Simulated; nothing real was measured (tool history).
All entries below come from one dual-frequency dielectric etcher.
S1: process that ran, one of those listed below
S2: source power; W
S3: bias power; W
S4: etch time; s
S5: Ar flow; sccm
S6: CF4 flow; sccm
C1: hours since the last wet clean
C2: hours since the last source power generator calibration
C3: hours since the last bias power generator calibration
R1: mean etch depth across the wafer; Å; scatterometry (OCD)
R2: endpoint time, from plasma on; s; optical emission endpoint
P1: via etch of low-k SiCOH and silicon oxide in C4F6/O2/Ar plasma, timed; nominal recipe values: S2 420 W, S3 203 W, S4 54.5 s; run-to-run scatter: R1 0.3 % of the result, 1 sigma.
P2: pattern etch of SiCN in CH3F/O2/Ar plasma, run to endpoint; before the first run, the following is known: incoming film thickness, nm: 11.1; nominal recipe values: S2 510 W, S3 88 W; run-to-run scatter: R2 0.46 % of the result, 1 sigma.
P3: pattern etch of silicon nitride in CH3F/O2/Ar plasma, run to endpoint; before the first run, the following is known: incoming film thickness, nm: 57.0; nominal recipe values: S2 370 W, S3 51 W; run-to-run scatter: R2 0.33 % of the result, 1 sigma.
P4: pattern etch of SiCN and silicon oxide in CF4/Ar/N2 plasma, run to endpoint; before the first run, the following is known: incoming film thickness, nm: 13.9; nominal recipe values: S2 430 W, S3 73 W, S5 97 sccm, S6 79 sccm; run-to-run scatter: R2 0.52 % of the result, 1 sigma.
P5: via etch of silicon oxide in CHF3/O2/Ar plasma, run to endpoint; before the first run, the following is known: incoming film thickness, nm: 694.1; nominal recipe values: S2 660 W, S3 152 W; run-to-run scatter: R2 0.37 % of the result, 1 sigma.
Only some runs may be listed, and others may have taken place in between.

{"run": 1, "hour": 4.2, "S1": "P1", "S2": 420, "S3": 203, "S4": 54.5, "C1": 331, "C2": 3797.4, "C3": 2796, "R1": 1650.1}
{"run": 2, "hour": 8.8, "S1": "P2", "S2": 510, "S3": 88, "C1": 335.6, "C2": 3802, "C3": 2800.6, "R2": 24.992}
{"run": 3, "hour": 12.6, "S1": "P2", "S2": 510, "S3": 53, "C1": 339.4, "C2": 3805.8, "C3": 2804.4, "R2": 30.143}
{"run": 4, "hour": 15.8, "S1": "P1", "S2": 420, "S3": 203, "S4": 54.5, "C1": 342.6, "C2": 3809, "C3": 2807.6, "R1": 1648.2}
{"run": 5, "hour": 18.7, "S1": "P1", "S2": 420, "S3": 203, "S4": 54.5, "C1": 345.5, "C2": 3811.9, "C3": 2810.5, "R1": 1655.3}
{"run": 6, "hour": 20.9, "S1": "P1", "S2": 540, "S3": 151, "S4": 54.5, "C1": 347.7, "C2": 3814.1, "C3": 2812.7, "R1": 1661.7}
{"hour": 24.4, "done": "bias power generator calibrated"}
{"run": 7, "hour": 24.9, "S1": "P1", "S2": 420, "S3": 203, "S4": 54.5, "C1": 351.7, "C2": 3818.1, "C3": 0.6, "R1": 1645.6}
{"run": 8, "hour": 28.4, "S1": "P4", "S2": 430, "S3": 73, "S5": 121, "S6": 79, "C1": 355.2, "C2": 3821.6, "C3": 4.1, "R2": 17.158}
{"run": 9, "hour": 32.7, "S1": "P1", "S2": 530, "S3": 203, "S4": 54.5, "C1": 359.5, "C2": 3825.9, "C3": 8.4, "R1": 1813.5}
{"run": 10, "hour": 35.8, "S1": "P1", "S2": 420, "S3": 203, "S4": 30, "C1": 362.6, "C2": 3829, "C3": 11.5, "R1": 910.02}
{"run": 11, "hour": 39.4, "S1": "P1", "S2": 420, "S3": 203, "S4": 54.5, "C1": 366.2, "C2": 3832.6, "C3": 15.1, "R1": 1652.3}
{"run": 12, "hour": 41.6, "S1": "P3", "S2": 370, "S3": 51, "C1": 368.4, "C2": 3834.8, "C3": 17.3, "R2": 97.064}
{"run": 13, "hour": 44.0, "S1": "P3", "S2": 250, "S3": 51, "C1": 370.8, "C2": 3837.2, "C3": 19.7, "R2": 112.91}
{"run": 14, "hour": 47.4, "S1": "P1", "S2": 420, "S3": 203, "S4": 54.5, "C1": 374.2, "C2": 3840.6, "C3": 23.1, "R1": 1648.6}
{"hour": 48.4, "done": "source power generator calibrated"}
{"run": 15, "hour": 49.4, "S1": "P5", "S2": 660, "S3": 152, "C1": 376.2, "C2": 1, "C3": 25.1, "R2": 349.78}
{"run": 16, "hour": 52.0, "S1": "P3", "S2": 370, "S3": 72, "C1": 378.8, "C2": 3.6, "C3": 27.7, "R2": 86.848}
{"run": 17, "hour": 55.9, "S1": "P4", "S2": 430, "S3": 44, "S5": 97, "S6": 79, "C1": 382.7, "C2": 7.5, "C3": 31.6, "R2": 19.672}
{"run": 18, "hour": 58.3, "S1": "P1", "S2": 420, "S3": 279, "S4": 54.5, "C1": 385.1, "C2": 9.9, "C3": 34, "R1": 1840.9}
{"run": 19, "hour": 62.0, "S1": "P5", "S2": 520, "S3": 152, "C1": 388.8, "C2": 13.6, "C3": 37.7, "R2": 385.89}
{"run": 20, "hour": 64.1, "S1": "P4", "S2": 250, "S3": 73, "S5": 97, "S6": 79, "C1": 390.9, "C2": 15.7, "C3": 39.8, "R2": 26.672}
{"run": 21, "hour": 67.6, "S1": "P2", "S2": 330, "S3": 88, "C1": 394.4, "C2": 19.2, "C3": 43.3, "R2": 29.525}
{"run": 22, "hour": 71.3, "S1": "P5", "S2": 660, "S3": 212, "C1": 398.1, "C2": 22.9, "C3": 47, "R2": 312.37}
{"run": 23, "hour": 75.1, "S1": "P4", "S2": 430, "S3": 73, "S5": 97, "S6": 79, "C1": 401.9, "C2": 26.7, "C3": 50.8, "R2": 16.541}
{"run": 24, "hour": 77.6, "S1": "P4", "S2": 430, "S3": 73, "S5": 97, "S6": 109, "C1": 404.4, "C2": 29.2, "C3": 53.3, "R2": 15.982}
{"run": 25, "hour": 81.5, "S1": "P1", "S2": 250, "S3": 203, "S4": 54.5, "C1": 408.3, "C2": 33.1, "C3": 57.2, "R1": 1355.6}
{"run": 26, "hour": 84.8, "S1": "P1", "S2": 420, "S3": 203, "S4": 71.5, "C1": 411.6, "C2": 36.4, "C3": 60.5, "R1": 2170.2}
{"run": 27, "hour": 87.6, "S1": "P1", "S2": 420, "S3": 156, "S4": 54.5, "C1": 414.4, "C2": 39.2, "C3": 63.3, "R1": 1521.7}
{"run": 28, "hour": 91.2, "S1": "P1", "S2": 420, "S3": 203, "S4": 54.5, "C1": 418, "C2": 42.8, "C3": 66.9, "R1": 1652.1}
{"run": 29, "hour": 93.9, "S1": "P1", "S2": 420, "S3": 203, "S4": 54.5, "C1": 420.7, "C2": 45.5, "C3": 69.6, "R1": 1665.2}
{"run": 30, "hour": 98.3, "S1": "P1", "S2": 420, "S3": 203, "S4": 54.5, "C1": 425.1, "C2": 49.9, "C3": 74, "R1": 1671}
{"run": 31, "hour": 101.1, "S1": "P1", "S2": 420, "S3": 203, "S4": 54.5, "C1": 427.9, "C2": 52.7, "C3": 76.8, "R1": 1669}
{"run": 32, "hour": 103.4, "S1": "P1", "S2": 420, "S3": 203, "S4": 54.5, "C1": 430.2, "C2": 55, "C3": 79.1, "R1": 1675.6}
{"run": 33, "hour": 107.3, "S1": "P1", "S2": 420, "S3": 203, "S4": 54.5, "C1": 434.1, "C2": 58.9, "C3": 83, "R1": 1672.5}
{"run": 34, "hour": 109.4, "S1": "P1", "S2": 420, "S3": 203, "S4": 54.5, "C1": 436.2, "C2": 61, "C3": 85.1, "R1": 1660.2}
{"hour": 111.8, "done": "wet clean of the chamber"}
{"run": 35, "hour": 113.0, "S1": "P1", "S2": 420, "S3": 203, "S4": 54.5, "C1": 1.2, "C2": 64.6, "C3": 88.7, "R1": 1674.3}
{"run": 36, "hour": 117.5, "S1": "P1", "S2": 420, "S3": 203, "S4": 54.5, "C1": 5.7, "C2": 69.1, "C3": 93.2, "R1": 1678.7}
{"run": 37, "hour": 120.3, "S1": "P1", "S2": 420, "S3": 203, "S4": 54.5, "C1": 8.5, "C2": 71.9, "C3": 96, "R1": 1667.3}
{"run": 38, "hour": 123.9, "S1": "P1", "S2": 420, "S3": 203, "S4": 54.5, "C1": 12.1, "C2": 75.5, "C3": 99.6, "R1": 1681.9}

P1 has crept away from where it was. The log is fitted equally well by each of these 2 causes, at the sizes shown:
A: source power that arrives over what is set, % = 3.96
B: bias power that arrives over what is set, % = 4.75
Onset of the creep was near hour 91.2.
Every other cause this tool's parts could produce, and why it does not fit the log:
chamber walls in a state that raises the etch rate, %: was serviced at hour 111.8, once the creep was under way, yet the earlier output never came back

4 check runs are offered, each on 3 wafers whose results are averaged, their results left as question marks. Which one tells the causes apart?
{"run": "check 1", "hour": 127.5, "S1": "P3", "S2": 300, "S3": 58, "R2": "?"}
{"run": "check 2", "hour": 127.5, "S1": "P4", "S2": 430, "S3": 44, "S5": 97, "S6": 79, "R2": "?"}
{"run": "check 3", "hour": 127.5, "S1": "P2", "S2": 400, "S3": 57, "R2": "?"}
{"run": "check 4", "hour": 127.5, "S1": "P5", "S2": 660, "S3": 205, "R2": "?"}

If the cause were each of the candidates in turn, the checks would give the following:
check=check_1 result=R2 if_A=99.342 if_B=99.271
check=check_2 result=R2 if_A=18.819 if_B=19.222
check=check_3 result=R2 if_A=31.598 if_B=31.573
check=check_4 result=R2 if_A=312.36 if_B=311.99
Per check, the gap between the least separated pair of causes, taken in the result that splits them most: check 1 0.07 %; check 2 2.12 %; check 3 0.08 %; check 4 0.12 %
Check 2 is the one run that separates the causes; every other check would come out nearly the same whichever cause is at work.

Running check 2 produced the following: R2 18.857 s. Which one of the listed causes fits?

The cause is A: source power that arrives over what is set, %.
